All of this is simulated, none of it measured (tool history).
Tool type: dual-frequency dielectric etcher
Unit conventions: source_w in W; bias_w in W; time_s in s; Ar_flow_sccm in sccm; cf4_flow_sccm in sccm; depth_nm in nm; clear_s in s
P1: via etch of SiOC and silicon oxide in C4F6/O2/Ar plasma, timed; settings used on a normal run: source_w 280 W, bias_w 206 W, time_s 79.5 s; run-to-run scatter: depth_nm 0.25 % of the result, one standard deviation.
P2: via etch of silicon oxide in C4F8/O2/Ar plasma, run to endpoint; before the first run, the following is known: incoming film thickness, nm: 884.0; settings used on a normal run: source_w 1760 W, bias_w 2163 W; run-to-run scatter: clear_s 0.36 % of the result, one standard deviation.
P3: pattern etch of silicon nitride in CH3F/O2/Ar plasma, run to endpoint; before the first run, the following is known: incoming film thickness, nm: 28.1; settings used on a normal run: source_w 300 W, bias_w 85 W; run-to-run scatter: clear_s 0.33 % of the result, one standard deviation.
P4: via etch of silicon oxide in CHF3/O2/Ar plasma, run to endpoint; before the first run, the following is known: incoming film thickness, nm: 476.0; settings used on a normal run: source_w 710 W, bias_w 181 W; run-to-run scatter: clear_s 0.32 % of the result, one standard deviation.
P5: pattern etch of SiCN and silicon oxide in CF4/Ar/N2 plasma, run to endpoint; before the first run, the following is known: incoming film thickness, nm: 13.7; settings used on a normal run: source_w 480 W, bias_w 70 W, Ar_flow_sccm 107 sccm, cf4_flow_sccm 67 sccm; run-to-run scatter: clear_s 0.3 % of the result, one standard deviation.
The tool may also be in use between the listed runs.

Run 1, day 0.492: process P1, source_w 280 W, bias_w 206 W, time_s 79.5 s. Result: depth_nm 84.463 nm.
Run 2, day 0.738: process P1, source_w 280 W, bias_w 286 W, time_s 79.5 s. Result: depth_nm 94.268 nm.
Run 3, day 1.15: process P1, source_w 280 W, bias_w 206 W, time_s 105.5 s. Result: depth_nm 111.3 nm.
Run 4, day 1.488: process P1, source_w 230 W, bias_w 166 W, time_s 79.5 s. Result: depth_nm 72.871 nm.
Run 5, day 1.754: process P1, source_w 280 W, bias_w 144 W, time_s 79.5 s. Result: depth_nm 75.052 nm.
Run 6, day 2.204: process P1, source_w 280 W, bias_w 206 W, time_s 79.5 s. Result: depth_nm 83.995 nm.
Run 7, day 2.483: process P5, source_w 480 W, bias_w 70 W, Ar_flow_sccm 107 sccm, cf4_flow_sccm 92 sccm. Result: clear_s 15.169 s.
Run 8, day 2.788: process P3, source_w 300 W, bias_w 85 W. Result: clear_s 41.53 s.
Run 9, day 3.271: process P5, source_w 480 W, bias_w 43 W, Ar_flow_sccm 107 sccm, cf4_flow_sccm 67 sccm. Result: clear_s 18.489 s.
Run 10, day 3.662: process P2, source_w 1760 W, bias_w 2163 W. Result: clear_s 177.6 s.
Run 11, day 4.146: process P1, source_w 280 W, bias_w 206 W, time_s 79.5 s. Result: depth_nm 84.548 nm.
Run 12, day 4.383: process P5, source_w 480 W, bias_w 70 W, Ar_flow_sccm 107 sccm, cf4_flow_sccm 67 sccm. Result: clear_s 15.921 s.
Run 13, day 4.788: process P1, source_w 360 W, bias_w 206 W, time_s 79.5 s. Result: depth_nm 92.352 nm.
Run 14, day 5.167: process P1, source_w 210 W, bias_w 206 W, time_s 79.5 s. Result: depth_nm 75.423 nm.
Run 15, day 5.517: process P2, source_w 1760 W, bias_w 2163 W. Result: clear_s 176.88 s.
Run 16, day 5.771: process P4, source_w 710 W, bias_w 181 W. Result: clear_s 225.9 s.
Run 17, day 6.017: process P3, source_w 300 W, bias_w 106 W. Result: clear_s 38.197 s.
Run 18, day 6.454: process P1, source_w 280 W, bias_w 206 W, time_s 79.5 s. Result: depth_nm 84.362 nm.
Run 19, day 6.858: process P5, source_w 350 W, bias_w 70 W, Ar_flow_sccm 107 sccm, cf4_flow_sccm 67 sccm. Result: clear_s 21.051 s.
Run 20, day 7.271: process P3, source_w 430 W, bias_w 85 W. Result: clear_s 36.585 s.
Run 21, day 7.754: process P1, source_w 280 W, bias_w 206 W, time_s 43.5 s. Result: depth_nm 46.315 nm.
Run 22, day 8.183: process P4, source_w 710 W, bias_w 239 W. Result: clear_s 204.85 s.
Run 23, day 8.492: process P2, source_w 1760 W, bias_w 1710 W. Result: clear_s 188.86 s.
Run 24, day 8.988: process P1, source_w 170 W, bias_w 206 W, time_s 103 s. Result: depth_nm 90.479 nm.
Run 25, day 9.388: process P4, source_w 710 W, bias_w 181 W. Result: clear_s 226.84 s.
Run 26, day 9.667: process P4, source_w 440 W, bias_w 181 W. Result: clear_s 270.12 s.
Run 27, day 10.033: process P2, source_w 1160 W, bias_w 2163 W. Result: clear_s 209.93 s.
Run 28, day 10.333: process P5, source_w 480 W, bias_w 70 W, Ar_flow_sccm 107 sccm, cf4_flow_sccm 67 sccm. Result: clear_s 15.888 s.
Run 29, day 10.621: process P5, source_w 480 W, bias_w 70 W, Ar_flow_sccm 146 sccm, cf4_flow_sccm 67 sccm. Result: clear_s 16.668 s.
Run 30, day 10.929: process P1, source_w 280 W, bias_w 206 W, time_s 79.5 s. Result: depth_nm 84.253 nm.
Run 31, day 11.379: process P1, source_w 280 W, bias_w 206 W, time_s 79.5 s. Result: depth_nm 83.531 nm.
At day 11.825: wet clean of the chamber.
Run 32, day 11.833: process P1, source_w 280 W, bias_w 206 W, time_s 79.5 s. Result: depth_nm 83.089 nm.
Run 33, day 12.079: process P1, source_w 280 W, bias_w 206 W, time_s 79.5 s. Result: depth_nm 83.01 nm.
Run 34, day 12.458: process P1, source_w 280 W, bias_w 206 W, time_s 79.5 s. Result: depth_nm 82.949 nm.
Run 35, day 12.725: process P1, source_w 280 W, bias_w 206 W, time_s 79.5 s. Result: depth_nm 83.153 nm.
Run 36, day 12.988: process P1, source_w 280 W, bias_w 206 W, time_s 79.5 s. Result: depth_nm 83.008 nm.
Run 37, day 13.338: process P1, source_w 280 W, bias_w 206 W, time_s 79.5 s. Result: depth_nm 83.044 nm.

The log shows P1 creeping away from where it was. Any of the 2 causes listed here, at the size stated for it, fits the log just as well as the others:
A: source power that arrives under what is set, % = 4.11
B: bias power that arrives under what is set, % = 4.64
The process output started creeping at around day 10.929.
Each remaining cause and why it is not a fit:
chamber walls in a state that lowers the etch rate, %: its service at day 11.825 followed the start of the drift and did not put the process back to its old value

4 check runs are offered, one wafer each, their results left as question marks. Which one tells the causes apart?
Run check 1, day 13.688: process P2, source_w 1310 W, bias_w 2163 W. Result: clear_s ?.
Run check 2, day 13.688: process P4, source_w 510 W, bias_w 231 W. Result: clear_s ?.
Run check 3, day 13.688: process P5, source_w 480 W, bias_w 70 W, Ar_flow_sccm 107 sccm, cf4_flow_sccm 92 sccm. Result: clear_s ?.
Run check 4, day 13.688: process P3, source_w 420 W, bias_w 85 W. Result: clear_s ?.

What every check run would give for each of its results, assuming each possible cause in turn:
  check   result    if A    if B
check 1  clear_s   202.8  202.32
check 2  clear_s  239.05  239.31
check 3  clear_s  15.741    15.4
check 4  clear_s  37.333  37.369
How far apart the two closest causes lie, in the result that separates them most: check 1 0.24 %; check 2 0.11 %; check 3 2.19 %; check 4 0.1 %
The other checks would show nearly matching results whichever cause is true, so check 3 is the only one that separates the causes.

Check 3 was carried out, with these results: clear_s 15.725 s. Which of the listed causes is responsible?

A is the cause: source power that arrives under what is set, %.

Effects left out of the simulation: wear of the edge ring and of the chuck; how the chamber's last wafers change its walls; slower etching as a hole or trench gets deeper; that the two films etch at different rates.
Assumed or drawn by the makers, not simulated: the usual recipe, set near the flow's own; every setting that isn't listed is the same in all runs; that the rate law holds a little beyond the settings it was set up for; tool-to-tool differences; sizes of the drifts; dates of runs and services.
